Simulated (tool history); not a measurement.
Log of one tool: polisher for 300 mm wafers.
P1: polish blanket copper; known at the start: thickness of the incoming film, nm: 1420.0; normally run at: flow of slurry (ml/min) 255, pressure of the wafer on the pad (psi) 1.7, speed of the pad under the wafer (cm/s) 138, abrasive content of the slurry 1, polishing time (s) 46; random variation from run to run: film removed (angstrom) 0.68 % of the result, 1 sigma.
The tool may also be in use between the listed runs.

run	day	flow of slurry (ml/min)	pressure of the wafer on the pad (psi)	speed of the pad under the wafer (cm/s)	abrasive content of the slurry	polishing time (s)	film removed (angstrom)
1	0.25	255	1.7	138	1	46	1096.9
2	0.758	255	1.7	96	1	46	759.54
3	1.133	255	1.7	138	1.3	46	1169
4	1.417	255	0.9	138	1	46	581.69
5	1.808	255	2.5	138	1	46	1607.4
6	2.267	255	1.7	138	1	46	1094.5
7	2.621	255	1.7	202	1	46	1620.8
# day 2.842: worn pad replaced by a new one
8	2.846	375	1.7	138	1	46	1137.8
9	3.262	255	1.7	138	0.75	46	1036.7
10	3.554	255	1.7	138	1	34	814.22
11	3.879	255	1	210	1	46	974.23
12	4.233	155	1.7	138	1	46	1026.9
13	4.75	255	1.7	138	1	61	1435.1
14	5.021	255	1.7	138	1	46	1085.9
15	5.479	255	1.7	138	1	46	1078.1
16	5.838	255	1.7	138	1	46	1083
17	6.117	255	1.7	138	1	46	1090.4
18	6.358	255	1.7	138	1	46	1075.9
19	6.867	255	1.7	138	1	46	1075.5
20	7.117	255	1.7	138	1	46	1059.5
21	7.633	255	1.7	138	1	46	1049.7
# day 8.054: worn pad replaced by a new one
22	8.129	255	1.7	138	1	46	1043
23	8.562	255	1.7	138	1	46	1040
24	8.854	255	1.7	138	1	46	1042.1
# day 9.129: head pressure recalibrated
25	9.325	255	1.7	138	1	46	1038
26	9.804	255	1.7	138	1	46	1035.5
27	10.204	255	1.7	138	1	46	1047
28	10.512	255	1.7	138	1	46	1043.1

What P1 gives has crept away from where it was. These 2 causes fit the log equally well, each at the size given:
A: abrasive missing from the slurry, % = 21.5
B: slurry flow missing at the pad, % = 33.1
The creep began at about day 6.117.
Why every other cause is out:
removal rate lost through wear of the pad, %: serviced at day 8.054, which brought nothing back
head's pressure below its setpoint, %: serviced at day 9.129, which brought nothing back

4 check runs are offered, each on 5 wafers whose results are averaged, their results left as question marks. Which one tells the causes apart?
check 1	10.821	255	2.2	138	1	46	?
check 2	10.821	255	1.7	100	1	46	?
check 3	10.821	255	1.7	166	1	46	?
check 4	10.821	175	1.7	138	1	46	?

What each check would give under each cause:
check	result	if A	if B
check 1	film removed (angstrom)	1342.3	1342.1
check 2	film removed (angstrom)	751.59	751.5
check 3	film removed (angstrom)	1247.6	1247.5
check 4	film removed (angstrom)	989.2	968.05
How far apart the two closest causes lie, in the result that separates them most: check 1 0.01 %; check 2 0.01 %; check 3 0.01 %; check 4 2.16 %
Only check 4 tells the causes apart: in the others they would give nearly the same result.

Then check 4 was run and gave: film removed (angstrom) 969.62. Which cause is it?

It is B: slurry flow missing at the pad, %.
